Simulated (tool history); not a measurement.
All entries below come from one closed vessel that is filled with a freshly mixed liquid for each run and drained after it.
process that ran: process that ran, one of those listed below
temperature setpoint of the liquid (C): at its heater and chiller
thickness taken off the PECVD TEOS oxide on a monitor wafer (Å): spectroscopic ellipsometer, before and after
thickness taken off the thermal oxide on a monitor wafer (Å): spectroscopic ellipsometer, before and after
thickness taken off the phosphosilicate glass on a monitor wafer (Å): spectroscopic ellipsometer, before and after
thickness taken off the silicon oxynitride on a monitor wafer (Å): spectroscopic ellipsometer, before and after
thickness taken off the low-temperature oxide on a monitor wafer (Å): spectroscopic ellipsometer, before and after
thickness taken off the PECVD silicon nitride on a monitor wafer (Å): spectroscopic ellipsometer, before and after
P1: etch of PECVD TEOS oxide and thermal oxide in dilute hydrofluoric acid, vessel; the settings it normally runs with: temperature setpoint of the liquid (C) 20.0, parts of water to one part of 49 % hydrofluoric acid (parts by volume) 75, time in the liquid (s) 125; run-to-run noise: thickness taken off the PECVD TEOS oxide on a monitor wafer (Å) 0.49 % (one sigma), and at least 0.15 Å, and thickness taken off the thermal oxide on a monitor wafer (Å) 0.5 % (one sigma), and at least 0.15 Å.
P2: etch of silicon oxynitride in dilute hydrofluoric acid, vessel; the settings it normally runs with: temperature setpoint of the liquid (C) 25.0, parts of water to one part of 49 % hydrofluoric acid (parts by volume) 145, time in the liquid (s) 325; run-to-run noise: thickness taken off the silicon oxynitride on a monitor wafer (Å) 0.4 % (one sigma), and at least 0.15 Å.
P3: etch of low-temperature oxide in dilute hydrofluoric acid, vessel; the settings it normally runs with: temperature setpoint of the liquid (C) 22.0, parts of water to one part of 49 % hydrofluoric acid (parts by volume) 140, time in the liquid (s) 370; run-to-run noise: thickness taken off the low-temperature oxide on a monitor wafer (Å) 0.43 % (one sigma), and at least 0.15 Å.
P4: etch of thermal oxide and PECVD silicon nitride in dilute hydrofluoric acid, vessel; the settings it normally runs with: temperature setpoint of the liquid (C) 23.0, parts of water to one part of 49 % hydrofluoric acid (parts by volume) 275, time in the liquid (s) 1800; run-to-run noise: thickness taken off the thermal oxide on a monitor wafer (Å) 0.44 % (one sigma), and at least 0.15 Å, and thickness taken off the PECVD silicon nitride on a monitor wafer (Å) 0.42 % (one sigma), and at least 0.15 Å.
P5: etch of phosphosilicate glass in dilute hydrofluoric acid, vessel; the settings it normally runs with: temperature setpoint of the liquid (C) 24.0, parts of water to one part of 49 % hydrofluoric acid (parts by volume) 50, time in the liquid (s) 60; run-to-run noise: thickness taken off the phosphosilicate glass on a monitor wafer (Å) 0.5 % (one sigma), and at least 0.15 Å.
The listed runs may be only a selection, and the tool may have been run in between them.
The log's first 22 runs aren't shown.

run,hour,process that ran,temperature setpoint of the liquid (C),parts of water to one part of 49 % hydrofluoric acid (parts by volume),time in the liquid (s),hours since the thermometer was replaced,hours since the hydrofluoric acid flow meter was replaced,thickness taken off the PECVD TEOS oxide on a monitor wafer (Å),thickness taken off the thermal oxide on a monitor wafer (Å),thickness taken off the phosphosilicate glass on a monitor wafer (Å),thickness taken off the silicon oxynitride on a monitor wafer (Å),thickness taken off the low-temperature oxide on a monitor wafer (Å),thickness taken off the PECVD silicon nitride on a monitor wafer (Å)
23,147.4,P3,26.0,140,370,460.1,830.3,,,,,292.58,
24,153.3,P4,23.0,275,1800,466.0,836.2,,250.290,,,,339.65
25,161.1,P2,25.0,240,325,473.8,844.0,,,,49.557,,
26,169.1,P3,22.0,140,370,481.8,852.0,,,,,251.37,
27,174.1,P1,20.0,75,195,486.8,857.0,193.580,106.130,,,,
28,179.8,P1,20.0,75,125,492.5,862.7,125.240,68.632,,,,
29,184.7,P5,24.0,80,60,497.4,867.6,,,977.70,,,
30,189.9,P4,23.0,120,1800,502.6,872.8,,673.760,,,,778.83
31,198.1,P1,25.5,75,125,510.8,881.0,156.460,86.280,,,,
32,202.6,P4,23.0,275,645,515.3,885.5,,89.915,,,,121.65

The next listed run, before its measurement:
33,210.6,P4,17.5,275,1800,523.3,893.5,,?,,,,?

{"run 33": {"thickness taken off the thermal oxide on a monitor wafer (Å)": 204.46, "thickness taken off the PECVD silicon nitride on a monitor wafer (Å)": 241.55}}

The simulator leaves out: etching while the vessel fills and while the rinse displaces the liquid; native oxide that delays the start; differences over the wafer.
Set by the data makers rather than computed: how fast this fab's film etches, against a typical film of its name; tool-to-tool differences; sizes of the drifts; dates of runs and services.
